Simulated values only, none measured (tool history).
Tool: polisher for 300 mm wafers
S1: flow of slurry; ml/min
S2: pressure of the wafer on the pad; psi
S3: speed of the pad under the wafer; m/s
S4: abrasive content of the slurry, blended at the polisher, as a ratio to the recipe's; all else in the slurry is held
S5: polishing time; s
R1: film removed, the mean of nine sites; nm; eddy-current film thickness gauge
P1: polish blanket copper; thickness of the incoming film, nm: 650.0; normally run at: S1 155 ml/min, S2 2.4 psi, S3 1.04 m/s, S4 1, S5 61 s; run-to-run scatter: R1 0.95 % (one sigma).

{"run": 1, "hour": 5.1, "S1": 155, "S2": 2.4, "S3": 1.04, "S4": 1, "S5": 61, "R1": 136.44}
{"run": 2, "hour": 10.3, "S1": 155, "S2": 2.4, "S3": 1.04, "S4": 1, "S5": 61, "R1": 134.37}
{"run": 3, "hour": 15.3, "S1": 95, "S2": 2.4, "S3": 1.04, "S4": 1, "S5": 61, "R1": 123.86}
{"run": 4, "hour": 19.4, "S1": 155, "S2": 1.2, "S3": 1.04, "S4": 1, "S5": 61, "R1": 66.746}
{"run": 5, "hour": 23.8, "S1": 155, "S2": 2.4, "S3": 1.04, "S4": 1, "S5": 61, "R1": 135.87}
{"run": 6, "hour": 29.0, "S1": 155, "S2": 2.4, "S3": 1.04, "S4": 0.65, "S5": 61, "R1": 122.91}
{"run": 7, "hour": 32.8, "S1": 155, "S2": 2.4, "S3": 1.5, "S4": 1, "S5": 61, "R1": 194.6}
{"run": 8, "hour": 37.4, "S1": 155, "S2": 2.4, "S3": 1.04, "S4": 1.5, "S5": 61, "R1": 148.42}
{"run": 9, "hour": 41.1, "S1": 155, "S2": 2.4, "S3": 1.04, "S4": 1, "S5": 61, "R1": 134.38}
{"run": 10, "hour": 48.2, "S1": 155, "S2": 2.4, "S3": 1.04, "S4": 1, "S5": 29, "R1": 63.531}
{"run": 11, "hour": 53.6, "S1": 155, "S2": 3.2, "S3": 1.04, "S4": 1, "S5": 61, "R1": 181.63}
{"run": 12, "hour": 60.5, "S1": 155, "S2": 1.1, "S3": 1.04, "S4": 1, "S5": 81, "R1": 82.164}
{"run": 13, "hour": 64.6, "S1": 205, "S2": 2.4, "S3": 1.04, "S4": 1, "S5": 61, "R1": 140.66}
{"run": 14, "hour": 69.7, "S1": 155, "S2": 2.4, "S3": 1.04, "S4": 1, "S5": 61, "R1": 133.3}
{"run": 15, "hour": 73.8, "S1": 155, "S2": 2.4, "S3": 1.04, "S4": 1, "S5": 61, "R1": 133.38}
{"run": 16, "hour": 80.2, "S1": 95, "S2": 1.5, "S3": 1.04, "S4": 1, "S5": 61, "R1": 75.985}
{"run": 17, "hour": 86.5, "S1": 155, "S2": 2.4, "S3": 1.04, "S4": 1, "S5": 94, "R1": 206.55}
{"run": 18, "hour": 91.0, "S1": 155, "S2": 2.4, "S3": 0.48, "S4": 1, "S5": 61, "R1": 62.895}
{"run": 19, "hour": 96.6, "S1": 155, "S2": 2.4, "S3": 1.04, "S4": 1, "S5": 61, "R1": 137.24}
{"run": 20, "hour": 103.3, "S1": 155, "S2": 2.4, "S3": 1.04, "S4": 1, "S5": 61, "R1": 128.21}
{"run": 21, "hour": 108.4, "S1": 155, "S2": 2.4, "S3": 1.04, "S4": 1, "S5": 61, "R1": 125.18}
{"hour": 108.5, "done": "slurry blender recalibrated"}
{"run": 22, "hour": 113.9, "S1": 155, "S2": 2.4, "S3": 1.04, "S4": 1, "S5": 61, "R1": 123.73}
{"hour": 117.9, "done": "head pressure recalibrated"}
{"run": 23, "hour": 117.9, "S1": 155, "S2": 2.4, "S3": 1.04, "S4": 1, "S5": 61, "R1": 126.47}
{"run": 24, "hour": 122.7, "S1": 155, "S2": 2.4, "S3": 1.04, "S4": 1, "S5": 61, "R1": 122.65}
{"run": 25, "hour": 126.9, "S1": 155, "S2": 2.4, "S3": 1.04, "S4": 1, "S5": 61, "R1": 122.99}

What P1 gives has crept away from where it was. These 2 causes fit the log equally well, each at the size given:
A: slurry flow missing at the pad, % = 36.7
B: removal rate lost through wear of the pad, % = 9.01
The creep began at about hour 96.6.
Why every other cause is out:
head's pressure below its setpoint, %: serviced at hour 117.9, which brought nothing back
abrasive missing from the slurry, %: serviced at hour 108.5, which brought nothing back

4 check runs are offered, each on 3 wafers whose results are averaged, their results left as question marks. Which one tells the causes apart?
{"run": "check 1", "hour": 131.1, "S1": 155, "S2": 2.4, "S3": 1.32, "S4": 1, "S5": 92, "R1": "?"}
{"run": "check 2", "hour": 131.1, "S1": 105, "S2": 2.4, "S3": 1.04, "S4": 1, "S5": 86, "R1": "?"}
{"run": "check 3", "hour": 131.1, "S1": 155, "S2": 1.5, "S3": 0.54, "S4": 1, "S5": 61, "R1": "?"}
{"run": "check 4", "hour": 131.1, "S1": 155, "S2": 1.2, "S3": 1.04, "S4": 0.8, "S5": 61, "R1": "?"}

What each check would give under each cause:
check=check_1 result=R1 if_A=236.13 if_B=236.13
check=check_2 result=R1 if_A=154.78 if_B=160.88
check=check_3 result=R1 if_A=40.03 if_B=40.031
check=check_4 result=R1 if_A=58.834 if_B=58.835
How far apart the two closest causes lie, in the result that separates them most: check 1 0 %; check 2 3.87 %; check 3 0 %; check 4 0 %
Only check 2 tells the causes apart: in the others they would give nearly the same result.

Check 2 was then run and gave: R1 160.17 nm. Which cause is it?

It is B: removal rate lost through wear of the pad, %.
